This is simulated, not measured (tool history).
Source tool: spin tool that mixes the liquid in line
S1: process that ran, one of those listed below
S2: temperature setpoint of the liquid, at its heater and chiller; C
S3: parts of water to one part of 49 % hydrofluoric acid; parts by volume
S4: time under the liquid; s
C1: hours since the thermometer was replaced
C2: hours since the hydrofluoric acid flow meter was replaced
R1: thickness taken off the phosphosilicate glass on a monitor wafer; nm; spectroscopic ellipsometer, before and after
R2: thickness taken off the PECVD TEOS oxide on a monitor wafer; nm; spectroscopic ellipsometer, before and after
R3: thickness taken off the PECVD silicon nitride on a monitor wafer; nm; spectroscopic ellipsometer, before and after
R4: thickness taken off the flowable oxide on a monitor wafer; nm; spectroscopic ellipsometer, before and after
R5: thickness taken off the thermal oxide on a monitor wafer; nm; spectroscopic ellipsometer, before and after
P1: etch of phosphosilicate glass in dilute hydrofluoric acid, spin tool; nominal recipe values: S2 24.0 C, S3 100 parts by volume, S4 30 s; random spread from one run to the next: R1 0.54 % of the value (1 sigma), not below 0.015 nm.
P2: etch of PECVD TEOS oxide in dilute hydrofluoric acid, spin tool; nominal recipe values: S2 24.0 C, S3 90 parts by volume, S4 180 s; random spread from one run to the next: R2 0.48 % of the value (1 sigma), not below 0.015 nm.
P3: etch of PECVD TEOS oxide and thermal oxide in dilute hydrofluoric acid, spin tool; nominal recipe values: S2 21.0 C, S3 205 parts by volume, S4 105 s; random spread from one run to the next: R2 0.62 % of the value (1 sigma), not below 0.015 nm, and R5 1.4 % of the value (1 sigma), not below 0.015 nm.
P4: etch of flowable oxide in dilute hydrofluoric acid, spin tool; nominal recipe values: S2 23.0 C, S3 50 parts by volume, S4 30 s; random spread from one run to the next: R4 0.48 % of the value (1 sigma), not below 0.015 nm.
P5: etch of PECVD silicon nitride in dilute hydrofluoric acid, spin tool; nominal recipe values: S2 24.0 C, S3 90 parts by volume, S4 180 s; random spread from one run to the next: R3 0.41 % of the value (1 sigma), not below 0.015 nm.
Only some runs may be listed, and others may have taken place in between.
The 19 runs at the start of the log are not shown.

Run 20, day 9.525: S1 P1, S2 29.0 C, S3 100 parts by volume, S4 30 s; C1 66.3; C2 1112.3. Result: R1 31.985 nm.
Run 21, day 9.958: S1 P3, S2 21.0 C, S3 320 parts by volume, S4 105 s; C1 76.7; C2 1122.7. Result: R2 3.0602 nm, R5 1.0514 nm.
Run 22, day 10.421: S1 P2, S2 31.5 C, S3 90 parts by volume, S4 180 s; C1 87.8; C2 1133.8. Result: R2 63.9090 nm.
Run 23, day 11.025: S1 P2, S2 24.0 C, S3 150 parts by volume, S4 180 s; C1 102.3; C2 1148.3. Result: R2 26.6630 nm.
Run 24, day 11.325: S1 P1, S2 18.5 C, S3 25 parts by volume, S4 30 s; C1 109.5; C2 1155.5. Result: R1 92.242 nm.
Run 25, day 11.708: S1 P4, S2 17.0 C, S3 50 parts by volume, S4 30 s; C1 118.7; C2 1164.7. Result: R4 20.945 nm.
Run 26, day 12.254: S1 P4, S2 23.0 C, S3 50 parts by volume, S4 30 s; C1 131.8; C2 1177.8. Result: R4 27.103 nm.
Run 27, day 12.896: S1 P4, S2 23.0 C, S3 50 parts by volume, S4 30 s; C1 147.2; C2 1193.2. Result: R4 27.140 nm.
Run 28, day 13.304: S1 P1, S2 24.0 C, S3 100 parts by volume, S4 30 s; C1 157.0; C2 1203.0. Result: R1 26.711 nm.
Run 29, day 13.938: S1 P3, S2 21.0 C, S3 205 parts by volume, S4 105 s; C1 172.2; C2 1218.2. Result: R2 5.2681 nm, R5 1.8426 nm.
Run 30, day 14.438: S1 P5, S2 24.0 C, S3 145 parts by volume, S4 180 s; C1 184.2; C2 1230.2. Result: R3 3.4557 nm.
Run 31, day 14.862: S1 P1, S2 24.0 C, S3 100 parts by volume, S4 30 s; C1 194.4; C2 1240.4. Result: R1 26.799 nm.
Run 32, day 15.425: S1 P1, S2 24.0 C, S3 100 parts by volume, S4 30 s; C1 207.9; C2 1253.9. Result: R1 27.550 nm.

What does the tool deliver on the next run?
Run 33, day 16.017: S1 P1, S2 24.0 C, S3 100 parts by volume, S4 30 s; C1 222.1; C2 1268.1. Result: R1 ?.

R1: 27.340 nm
